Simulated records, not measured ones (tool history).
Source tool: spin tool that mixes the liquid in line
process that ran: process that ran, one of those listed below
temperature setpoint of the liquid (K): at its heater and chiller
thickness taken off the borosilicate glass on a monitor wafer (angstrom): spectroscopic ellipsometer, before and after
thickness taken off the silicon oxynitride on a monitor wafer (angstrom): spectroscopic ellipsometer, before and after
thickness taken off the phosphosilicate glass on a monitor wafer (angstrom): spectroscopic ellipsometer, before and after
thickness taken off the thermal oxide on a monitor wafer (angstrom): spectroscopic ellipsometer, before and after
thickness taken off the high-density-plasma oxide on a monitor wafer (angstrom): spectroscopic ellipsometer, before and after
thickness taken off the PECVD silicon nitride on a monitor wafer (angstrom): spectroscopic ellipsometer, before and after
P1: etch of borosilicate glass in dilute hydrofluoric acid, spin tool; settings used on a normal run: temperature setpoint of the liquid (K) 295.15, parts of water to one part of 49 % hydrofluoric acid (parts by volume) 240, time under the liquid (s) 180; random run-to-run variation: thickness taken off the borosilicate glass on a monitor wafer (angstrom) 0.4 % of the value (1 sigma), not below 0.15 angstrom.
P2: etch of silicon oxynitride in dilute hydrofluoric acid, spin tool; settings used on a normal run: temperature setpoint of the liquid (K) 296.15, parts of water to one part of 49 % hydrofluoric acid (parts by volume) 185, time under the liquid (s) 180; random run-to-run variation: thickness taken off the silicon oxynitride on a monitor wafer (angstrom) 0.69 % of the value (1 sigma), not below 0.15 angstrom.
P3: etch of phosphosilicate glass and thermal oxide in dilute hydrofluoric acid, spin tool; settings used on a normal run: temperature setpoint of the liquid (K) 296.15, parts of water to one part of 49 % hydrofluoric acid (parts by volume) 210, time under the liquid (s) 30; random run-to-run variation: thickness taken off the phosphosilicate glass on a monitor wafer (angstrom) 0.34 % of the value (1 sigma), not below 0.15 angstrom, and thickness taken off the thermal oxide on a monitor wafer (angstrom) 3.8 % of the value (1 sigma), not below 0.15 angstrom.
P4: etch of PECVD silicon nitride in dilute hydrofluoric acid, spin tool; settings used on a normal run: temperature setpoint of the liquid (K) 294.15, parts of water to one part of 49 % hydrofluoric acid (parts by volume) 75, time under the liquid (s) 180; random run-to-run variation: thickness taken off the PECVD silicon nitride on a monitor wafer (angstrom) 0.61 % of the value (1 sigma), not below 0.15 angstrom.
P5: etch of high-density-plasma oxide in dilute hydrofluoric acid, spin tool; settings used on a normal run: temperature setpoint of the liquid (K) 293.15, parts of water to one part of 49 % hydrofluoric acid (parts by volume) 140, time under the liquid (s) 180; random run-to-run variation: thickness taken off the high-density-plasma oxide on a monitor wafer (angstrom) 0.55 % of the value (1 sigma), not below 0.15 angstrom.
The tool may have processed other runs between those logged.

run,hour,process that ran,temperature setpoint of the liquid (K),parts of water to one part of 49 % hydrofluoric acid (parts by volume),time under the liquid (s),thickness taken off the borosilicate glass on a monitor wafer (angstrom),thickness taken off the silicon oxynitride on a monitor wafer (angstrom),thickness taken off the phosphosilicate glass on a monitor wafer (angstrom),thickness taken off the thermal oxide on a monitor wafer (angstrom),thickness taken off the high-density-plasma oxide on a monitor wafer (angstrom),thickness taken off the PECVD silicon nitride on a monitor wafer (angstrom)
1,2.1,P1,295.15,240,180,170.940,,,,,
2,6.5,P1,295.15,240,360,339.330,,,,,
3,9.3,P2,296.15,185,80,,14.821,,,,
4,13.3,P3,296.15,210,50,,,268.160,9.4420,,
5,15.7,P5,293.15,140,180,,,,,53.204,
6,18.2,P3,296.15,370,30,,,77.968,3.0702,,
7,21.9,P4,294.15,75,180,,,,,,50.112
8,25.1,P1,295.15,240,180,170.610,,,,,
9,28.3,P3,296.15,210,30,,,160.950,5.8328,,
10,32.6,P1,295.15,240,15,14.067,,,,,
11,35.0,P2,301.15,185,180,,40.890,,,,
12,38.0,P5,293.15,140,180,,,,,53.552,
13,42.2,P1,295.15,240,180,170.820,,,,,
14,46.4,P3,300.15,210,30,,,186.680,6.7891,,
15,50.6,P2,296.15,185,180,,33.251,,,,
16,53.6,P4,294.15,75,320,,,,,,88.522
17,57.7,P1,295.15,240,180,169.680,,,,,
18,59.7,P4,294.15,75,180,,,,,,49.795
19,63.0,P5,290.15,140,180,,,,,46.743,
20,65.9,P1,295.15,240,180,169.960,,,,,
21,68.4,P5,293.15,65,180,,,,,125.090,
22,71.2,P1,299.15,240,285,312.770,,,,,
23,73.9,P2,296.15,60,180,,110.310,,,,
24,76.1,P1,295.15,100,180,472.030,,,,,
25,78.1,P4,290.15,75,180,,,,,,37.815
26,82.2,P3,296.15,210,30,,,159.100,5.8671,,
# hour 83.8: thermometer replaced
27,85.7,P5,293.15,140,335,,,,,98.581,
28,89.7,P2,296.15,185,180,,32.823,,,,
29,94.0,P1,290.65,240,180,143.860,,,,,
30,97.1,P1,295.15,375,180,96.487,,,,,
31,100.8,P1,295.15,240,180,171.480,,,,,
32,104.8,P4,294.15,20,180,,,,,,180.670
33,107.3,P1,303.15,240,180,226.640,,,,,
34,109.8,P1,295.15,240,180,171.580,,,,,
35,112.6,P1,295.15,240,180,169.820,,,,,

The next listed run, before its measurement:
36,116.0,P1,295.15,240,180,?,,,,,

thickness taken off the borosilicate glass on a monitor wafer (angstrom): 164.470
